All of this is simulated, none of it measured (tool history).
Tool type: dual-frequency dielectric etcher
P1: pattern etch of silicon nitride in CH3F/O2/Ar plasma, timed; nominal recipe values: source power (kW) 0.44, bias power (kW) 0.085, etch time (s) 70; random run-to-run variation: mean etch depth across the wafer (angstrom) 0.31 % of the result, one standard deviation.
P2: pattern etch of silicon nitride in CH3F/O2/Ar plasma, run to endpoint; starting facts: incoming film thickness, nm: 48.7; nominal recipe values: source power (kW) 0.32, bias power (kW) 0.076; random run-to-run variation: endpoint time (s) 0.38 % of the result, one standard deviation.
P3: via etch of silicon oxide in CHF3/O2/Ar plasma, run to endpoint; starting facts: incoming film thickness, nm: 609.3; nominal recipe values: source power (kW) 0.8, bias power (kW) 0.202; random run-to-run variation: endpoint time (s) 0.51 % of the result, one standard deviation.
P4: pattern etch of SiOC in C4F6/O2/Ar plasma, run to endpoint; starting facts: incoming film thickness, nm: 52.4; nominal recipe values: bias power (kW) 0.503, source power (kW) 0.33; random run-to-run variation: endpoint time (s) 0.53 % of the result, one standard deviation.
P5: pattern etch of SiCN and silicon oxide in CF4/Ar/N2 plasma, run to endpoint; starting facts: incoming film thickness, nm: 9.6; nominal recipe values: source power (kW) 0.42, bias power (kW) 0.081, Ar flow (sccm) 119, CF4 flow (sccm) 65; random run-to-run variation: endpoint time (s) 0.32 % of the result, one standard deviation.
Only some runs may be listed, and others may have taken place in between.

| run | hour | process that ran | source power (kW) | bias power (kW) | etch time (s) | Ar flow (sccm) | CF4 flow (sccm) | hours since the last wet clean | hours since the last source power generator calibration | hours since the last bias power generator calibration | mean etch depth across the wafer (angstrom) | endpoint time (s) |
|---|---|---|---|---|---|---|---|---|---|---|---|---|
| 1 | 5.2 | P1 | 0.44 | 0.085 | 70 |  |  | 113.9 | 1388.4 | 3468.3 | 541.88 |  |
| 2 | 10.9 | P5 | 0.42 | 0.081 |  | 119 | 86 | 119.6 | 1394.1 | 3474 |  | 11.28 |
| 3 | 14.6 | P5 | 0.26 | 0.081 |  | 119 | 65 | 123.3 | 1397.8 | 3477.7 |  | 17.845 |
|  | 18.5 | wet clean of the chamber |
| 4 | 20.4 | P1 | 0.56 | 0.085 | 70 |  |  | 1.9 | 1403.6 | 3483.5 | 592.54 |  |
| 5 | 26.2 | P2 | 0.32 | 0.076 |  |  |  | 7.7 | 1409.4 | 3489.3 |  | 78.03 |
| 6 | 32.3 | P1 | 0.44 | 0.085 | 44.5 |  |  | 13.8 | 1415.5 | 3495.4 | 344.61 |  |
| 7 | 38.1 | P3 | 0.8 | 0.202 |  |  |  | 19.6 | 1421.3 | 3501.2 |  | 259.72 |
| 8 | 41.6 | P1 | 0.44 | 0.085 | 70 |  |  | 23.1 | 1424.8 | 3504.7 | 544.06 |  |
| 9 | 45 | P5 | 0.42 | 0.098 |  | 119 | 65 | 26.5 | 1428.2 | 3508.1 |  | 10.974 |
| 10 | 48.9 | P1 | 0.44 | 0.064 | 70 |  |  | 30.4 | 1432.1 | 3512 | 489.37 |  |
| 11 | 54.9 | P5 | 0.42 | 0.081 |  | 119 | 65 | 36.4 | 1438.1 | 3518 |  | 11.769 |
| 12 | 58.2 | P2 | 0.32 | 0.076 |  |  |  | 39.7 | 1441.4 | 3521.3 |  | 77.764 |
| 13 | 63.5 | P1 | 0.32 | 0.085 | 70 |  |  | 45 | 1446.7 | 3526.6 | 480.38 |  |
| 14 | 69 | P2 | 0.26 | 0.076 |  |  |  | 50.5 | 1452.2 | 3532.1 |  | 84.646 |
| 15 | 71.9 | P3 | 0.8 | 0.13 |  |  |  | 53.4 | 1455.1 | 3535 |  | 300.1 |
| 16 | 76.6 | P4 | 0.33 | 0.309 |  |  |  | 58.1 | 1459.8 | 3539.7 |  | 22.263 |
| 17 | 80.4 | P1 | 0.44 | 0.085 | 89.5 |  |  | 61.9 | 1463.6 | 3543.5 | 692.74 |  |
| 18 | 85.1 | P1 | 0.44 | 0.053 | 90 |  |  | 66.6 | 1468.3 | 3548.2 | 593.54 |  |
| 19 | 87.9 | P1 | 0.44 | 0.085 | 70 |  |  | 69.4 | 1471.1 | 3551 | 541.68 |  |
| 20 | 91.5 | P2 | 0.32 | 0.054 |  |  |  | 73 | 1474.7 | 3554.6 |  | 87.434 |
| 21 | 96.5 | P1 | 0.44 | 0.085 | 70 |  |  | 78 | 1479.7 | 3559.6 | 542.34 |  |
| 22 | 100.2 | P5 | 0.42 | 0.081 |  | 146 | 65 | 81.7 | 1483.4 | 3563.3 |  | 12.174 |
| 23 | 105.4 | P4 | 0.23 | 0.503 |  |  |  | 86.9 | 1488.6 | 3568.5 |  | 21.513 |
| 24 | 109.3 | P1 | 0.44 | 0.085 | 70 |  |  | 90.8 | 1492.5 | 3572.4 | 542.36 |  |
| 25 | 112.8 | P1 | 0.44 | 0.085 | 70 |  |  | 94.3 | 1496 | 3575.9 | 544.57 |  |
| 26 | 116.7 | P1 | 0.61 | 0.102 | 70 |  |  | 98.2 | 1499.9 | 3579.8 | 654.65 |  |
| 27 | 122 | P4 | 0.33 | 0.503 |  |  |  | 103.5 | 1505.2 | 3585.1 |  | 18.907 |
| 28 | 124.7 | P1 | 0.44 | 0.085 | 70 |  |  | 106.2 | 1507.9 | 3587.8 | 539.94 |  |
| 29 | 128.3 | P1 | 0.44 | 0.117 | 70 |  |  | 109.8 | 1511.5 | 3591.4 | 609.64 |  |
| 30 | 133.7 | P3 | 0.96 | 0.202 |  |  |  | 115.2 | 1516.9 | 3596.8 |  | 242.56 |
| 31 | 136.4 | P1 | 0.44 | 0.085 | 70 |  |  | 117.9 | 1519.6 | 3599.5 | 540.31 |  |
| 32 | 141.4 | P1 | 0.44 | 0.085 | 70 |  |  | 122.9 | 1524.6 | 3604.5 | 538.59 |  |
| 33 | 146.3 | P1 | 0.44 | 0.085 | 70 |  |  | 127.8 | 1529.5 | 3609.4 | 536.17 |  |
| 34 | 150.3 | P1 | 0.44 | 0.085 | 70 |  |  | 131.8 | 1533.5 | 3613.4 | 533.25 |  |
| 35 | 156.3 | P1 | 0.44 | 0.085 | 70 |  |  | 137.8 | 1539.5 | 3619.4 | 535.34 |  |
| 36 | 160.8 | P1 | 0.44 | 0.085 | 70 |  |  | 142.3 | 1544 | 3623.9 | 532.66 |  |
|  | 161.8 | wet clean of the chamber |
| 37 | 166.2 | P1 | 0.44 | 0.085 | 70 |  |  | 4.4 | 1549.4 | 3629.3 | 535.54 |  |
| 38 | 172.4 | P1 | 0.44 | 0.085 | 70 |  |  | 10.6 | 1555.6 | 3635.5 | 532.85 |  |
| 39 | 175.2 | P1 | 0.44 | 0.085 | 70 |  |  | 13.4 | 1558.4 | 3638.3 | 532.34 |  |

P1 has crept away from where it was. The log is fitted equally well by each of these 2 causes, at the sizes shown:
A: bias power that arrives under what is set, % = 4.42
B: source power that arrives under what is set, % = 4.13
The creep began at about hour 136.4.
Why every other cause is out:
chamber walls in a state that lowers the etch rate, %: serviced at hour 161.8, after the drift had started, without restoring the earlier output

Which of the check runs below tells the causes apart, meaning the causes would give it clearly different results? Each run uses 2 wafers whose results are averaged, and each result is shown as a question mark.
| check 1 | 178 | P2 | 0.32 | 0.057 |  |  |  |  |  |  |  | ? |
| check 2 | 178 | P3 | 0.91 | 0.154 |  |  |  |  |  |  |  | ? |
| check 3 | 178 | P5 | 0.28 | 0.081 |  | 119 | 65 |  |  |  |  | ? |
| check 4 | 178 | P4 | 0.26 | 0.404 |  |  |  |  |  |  |  | ? |

Expected result of each check under each candidate cause:
| check | result | if A | if B |
|---|---|---|---|
| check 1 | endpoint time (s) | 87.338 | 87.452 |
| check 2 | endpoint time (s) | 274.05 | 274.67 |
| check 3 | endpoint time (s) | 17.018 | 17.364 |
| check 4 | endpoint time (s) | 22.683 | 22.659 |
How far apart the two closest causes lie, in the result that separates them most: check 1 0.13 %; check 2 0.23 %; check 3 2.01 %; check 4 0.11 %
The causes can be told apart only by check 3. The other checks would give nearly the same results under each of them.

With check 3 done, the readings were: endpoint time (s) 17.418. Identify which of the listed causes applies.

The cause is B: source power that arrives under what is set, %.

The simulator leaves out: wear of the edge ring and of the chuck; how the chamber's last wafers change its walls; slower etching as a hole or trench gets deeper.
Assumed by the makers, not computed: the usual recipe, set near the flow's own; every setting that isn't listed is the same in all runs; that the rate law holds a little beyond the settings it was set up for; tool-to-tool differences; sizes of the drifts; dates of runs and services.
